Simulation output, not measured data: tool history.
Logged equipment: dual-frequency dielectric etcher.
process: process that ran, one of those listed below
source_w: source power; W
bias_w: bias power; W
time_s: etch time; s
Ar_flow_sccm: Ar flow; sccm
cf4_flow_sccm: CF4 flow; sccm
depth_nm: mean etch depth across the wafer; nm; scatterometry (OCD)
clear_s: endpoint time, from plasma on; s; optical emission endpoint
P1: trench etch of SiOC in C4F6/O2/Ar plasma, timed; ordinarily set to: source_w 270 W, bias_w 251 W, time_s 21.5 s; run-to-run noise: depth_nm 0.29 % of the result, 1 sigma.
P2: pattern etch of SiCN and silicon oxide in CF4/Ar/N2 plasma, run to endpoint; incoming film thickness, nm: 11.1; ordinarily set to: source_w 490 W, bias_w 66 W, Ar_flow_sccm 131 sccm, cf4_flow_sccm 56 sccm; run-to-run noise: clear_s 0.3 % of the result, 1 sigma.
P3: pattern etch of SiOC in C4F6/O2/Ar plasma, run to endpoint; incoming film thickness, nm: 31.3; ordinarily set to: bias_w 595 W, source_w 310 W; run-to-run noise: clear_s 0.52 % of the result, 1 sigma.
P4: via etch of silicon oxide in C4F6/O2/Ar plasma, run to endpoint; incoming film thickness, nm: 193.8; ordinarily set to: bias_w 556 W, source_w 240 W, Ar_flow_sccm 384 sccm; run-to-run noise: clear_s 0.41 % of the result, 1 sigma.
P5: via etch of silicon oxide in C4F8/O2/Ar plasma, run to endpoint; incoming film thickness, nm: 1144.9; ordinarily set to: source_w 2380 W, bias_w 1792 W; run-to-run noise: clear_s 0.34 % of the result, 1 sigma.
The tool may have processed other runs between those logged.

run,day,process,source_w,bias_w,time_s,Ar_flow_sccm,cf4_flow_sccm,hours since the last wet clean,hours since the last source power generator calibration,hours since the last bias power generator calibration,depth_nm,clear_s
1,0.250,P1,270,251,21.5,,,238.1,1144.0,629.7,43.472,
2,0.521,P3,440,595,,,,244.6,1150.5,636.2,,9.6579
3,0.812,P3,310,595,,,,251.6,1157.5,643.2,,10.9650
4,0.979,P1,270,251,21.5,,,255.6,1161.5,647.2,43.513,
5,1.133,P3,310,595,,,,259.3,1165.2,650.9,,10.9230
6,1.267,P4,150,556,,384,,262.5,1168.4,654.1,,61.2340
7,1.454,P1,270,158,26.5,,,267.0,1172.9,658.6,45.832,
8,1.696,P5,2380,1792,,,,272.8,1178.7,664.4,,218.7000
9,1.850,P4,240,698,,384,,276.5,1182.4,668.1,,46.8790
10,2.088,P1,270,251,32.0,,,282.2,1188.1,673.8,64.688,
11,2.321,P2,490,66,,131,42,287.8,1193.7,679.4,,14.1220
12,2.508,P2,490,66,,92,56,292.3,1198.2,683.9,,12.6230
13,2.771,P1,270,251,12.0,,,298.6,1204.5,690.2,24.246,
14,2.917,P1,270,251,21.5,,,302.1,1208.0,693.7,43.555,
15,3.138,P1,390,251,21.5,,,307.4,1213.3,699.0,49.989,
16,3.338,P1,170,303,21.5,,,312.2,1218.1,703.8,39.095,
17,3.629,P1,270,251,21.5,,,319.2,1225.1,710.8,43.520,
18,3.842,P1,270,344,21.5,,,324.3,1230.2,715.9,48.790,
19,3.979,P2,630,66,,131,56,327.6,1233.5,719.2,,10.7700
20,4.108,P1,270,196,21.5,,,330.7,1236.6,722.3,40.036,
21,4.283,P5,2380,1076,,,,334.9,1240.8,726.5,,249.7800
22,4.567,P1,270,251,21.5,,,341.7,1247.6,733.3,43.374,
# day 4.738: bias power generator calibrated
23,4.754,P2,490,47,,131,56,346.2,1252.1,0.5,,15.1730
24,4.946,P4,240,556,,384,,350.8,1256.7,5.1,,51.3620
25,5.075,P4,240,556,,262,,353.9,1259.8,8.2,,49.4900
26,5.296,P3,310,779,,,,359.2,1265.1,13.5,,9.9108
27,5.458,P1,190,251,21.5,,,363.1,1269.0,17.4,38.095,
28,5.604,P2,490,66,,131,56,366.6,1272.5,20.9,,13.5010
29,5.829,P5,2920,1792,,,,372.0,1277.9,26.3,,202.4100
30,6.117,P2,490,66,,131,56,378.9,1284.8,33.2,,13.4030
31,6.304,P1,270,251,21.5,,,383.4,1289.3,37.7,43.532,
32,6.488,P1,270,251,21.5,,,387.8,1293.7,42.1,43.516,
33,6.617,P1,270,251,21.5,,,390.9,1296.8,45.2,43.384,
34,6.767,P1,270,251,21.5,,,394.5,1300.4,48.8,42.941,
35,7.038,P1,270,251,21.5,,,401.0,1306.9,55.3,43.041,
36,7.254,P1,270,251,21.5,,,406.2,1312.1,60.5,42.942,
# day 7.262: wet clean of the chamber
37,7.404,P1,270,251,21.5,,,3.5,1315.7,64.1,43.082,
38,7.621,P1,270,251,21.5,,,8.7,1320.9,69.3,43.017,

What P1 gives has crept away from where it was. These 2 causes fit the log equally well, each at the size given:
A: source power that arrives under what is set, % = 3.73
B: bias power that arrives under what is set, % = 4.08
The process output started creeping at around day 6.488.
Why every other cause is out:
chamber walls in a state that lowers the etch rate, %: work on it at day 7.262, done after the drift set in, did not restore what the process gave before

Which of the check runs below tells the causes apart, meaning the causes would give it clearly different results? Each run uses 2 wafers whose results are averaged, and each result is shown as a question mark.
check 1,7.838,P3,400,595,,,,,,,,?
check 2,7.838,P4,150,641,,384,,,,,,?
check 3,7.838,P2,490,53,,103,56,,,,,?
check 4,7.838,P5,2380,1470,,,,,,,,?

Expected result of each check under each candidate cause:
check,result,if A,if B
check 1,clear_s,10.1270,10.1470
check 2,clear_s,58.5000,58.6790
check 3,clear_s,14.3560,14.0690
check 4,clear_s,234.8300,233.7400
Per check, the gap between the least separated pair of causes, taken in the result that splits them most: check 1 0.2 %; check 2 0.31 %; check 3 2.02 %; check 4 0.46 %
The other checks would show nearly matching results whichever cause is true, so check 3 is the only one that separates the causes.

Check 3 was then run and gave: clear_s 14.3230 s. Which cause is it?

It is A: source power that arrives under what is set, %.
